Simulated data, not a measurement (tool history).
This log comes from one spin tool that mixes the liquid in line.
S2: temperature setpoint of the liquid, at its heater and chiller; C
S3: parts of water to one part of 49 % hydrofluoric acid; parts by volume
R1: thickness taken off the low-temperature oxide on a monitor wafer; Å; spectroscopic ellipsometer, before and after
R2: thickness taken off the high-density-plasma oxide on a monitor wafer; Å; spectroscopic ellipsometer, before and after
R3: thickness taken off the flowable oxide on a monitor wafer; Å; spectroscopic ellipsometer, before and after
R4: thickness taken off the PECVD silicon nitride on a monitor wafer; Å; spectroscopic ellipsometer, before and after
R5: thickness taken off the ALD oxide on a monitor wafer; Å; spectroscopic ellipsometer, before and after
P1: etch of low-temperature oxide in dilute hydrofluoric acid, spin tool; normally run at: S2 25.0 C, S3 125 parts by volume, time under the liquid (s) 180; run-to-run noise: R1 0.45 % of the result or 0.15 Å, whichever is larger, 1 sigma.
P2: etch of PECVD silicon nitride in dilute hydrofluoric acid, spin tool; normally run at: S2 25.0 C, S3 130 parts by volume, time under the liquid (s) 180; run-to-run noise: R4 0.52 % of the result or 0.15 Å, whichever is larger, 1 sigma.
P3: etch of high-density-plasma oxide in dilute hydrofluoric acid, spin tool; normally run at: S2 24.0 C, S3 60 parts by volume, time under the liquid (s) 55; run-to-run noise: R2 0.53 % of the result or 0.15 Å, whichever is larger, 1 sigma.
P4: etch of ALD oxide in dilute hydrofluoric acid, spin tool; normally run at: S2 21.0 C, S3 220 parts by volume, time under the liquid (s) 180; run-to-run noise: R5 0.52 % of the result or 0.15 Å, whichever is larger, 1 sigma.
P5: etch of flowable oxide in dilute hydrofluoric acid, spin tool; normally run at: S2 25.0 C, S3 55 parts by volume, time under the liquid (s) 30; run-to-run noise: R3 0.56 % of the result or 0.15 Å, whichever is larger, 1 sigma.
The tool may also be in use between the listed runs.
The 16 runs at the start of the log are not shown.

Run 17, hour 67.0: process that ran P2, S2 25.0 C, S3 65 parts by volume, time under the liquid (s) 180. Result: R4 100.520 Å.
Run 18, hour 72.3: process that ran P1, S2 25.0 C, S3 125 parts by volume, time under the liquid (s) 90. Result: R1 194.480 Å.
Run 19, hour 75.4: process that ran P1, S2 25.0 C, S3 40 parts by volume, time under the liquid (s) 260. Result: R1 1957.000 Å.
Run 20, hour 79.1: process that ran P4, S2 21.0 C, S3 220 parts by volume, time under the liquid (s) 180. Result: R5 64.0670 Å.
Run 21, hour 83.1: process that ran P1, S2 25.0 C, S3 125 parts by volume, time under the liquid (s) 180. Result: R1 385.640 Å.
Run 22, hour 88.4: process that ran P3, S2 24.0 C, S3 20 parts by volume, time under the liquid (s) 55. Result: R2 316.890 Å.
Run 23, hour 91.5: process that ran P2, S2 25.0 C, S3 130 parts by volume, time under the liquid (s) 280. Result: R4 79.013 Å.
Run 24, hour 94.9: process that ran P3, S2 17.0 C, S3 60 parts by volume, time under the liquid (s) 55. Result: R2 75.591 Å.
Run 25, hour 98.7: process that ran P5, S2 25.0 C, S3 55 parts by volume, time under the liquid (s) 15. Result: R3 127.80 Å.
Run 26, hour 102.3: process that ran P4, S2 21.0 C, S3 220 parts by volume, time under the liquid (s) 20. Result: R5 7.0237 Å.
Run 27, hour 106.2: process that ran P1, S2 19.0 C, S3 125 parts by volume, time under the liquid (s) 180. Result: R1 302.130 Å.
Run 28, hour 110.6: process that ran P1, S2 25.0 C, S3 125 parts by volume, time under the liquid (s) 265. Result: R1 566.520 Å.
Run 29, hour 115.0: process that ran P1, S2 25.0 C, S3 125 parts by volume, time under the liquid (s) 180. Result: R1 386.590 Å.
Run 30, hour 119.4: process that ran P1, S2 25.0 C, S3 125 parts by volume, time under the liquid (s) 180. Result: R1 388.570 Å.
Run 31, hour 122.1: process that ran P1, S2 25.0 C, S3 55 parts by volume, time under the liquid (s) 180. Result: R1 955.690 Å.
Run 32, hour 126.3: process that ran P5, S2 25.0 C, S3 55 parts by volume, time under the liquid (s) 30. Result: R3 258.10 Å.
Run 33, hour 129.7: process that ran P3, S2 24.0 C, S3 60 parts by volume, time under the liquid (s) 55. Result: R2 101.620 Å.
Run 34, hour 134.8: process that ran P1, S2 25.0 C, S3 125 parts by volume, time under the liquid (s) 180. Result: R1 385.210 Å.
Run 35, hour 137.9: process that ran P1, S2 25.0 C, S3 125 parts by volume, time under the liquid (s) 180. Result: R1 395.300 Å.
Run 36, hour 142.9: process that ran P1, S2 25.0 C, S3 125 parts by volume, time under the liquid (s) 180. Result: R1 402.880 Å.
Run 37, hour 145.4: process that ran P1, S2 25.0 C, S3 125 parts by volume, time under the liquid (s) 180. Result: R1 405.770 Å.

Run 38 comes next. What will it give?
Run 38, hour 150.0: process that ran P1, S2 25.0 C, S3 125 parts by volume, time under the liquid (s) 180. Result: R1 ?.

R1: 405.710 Å
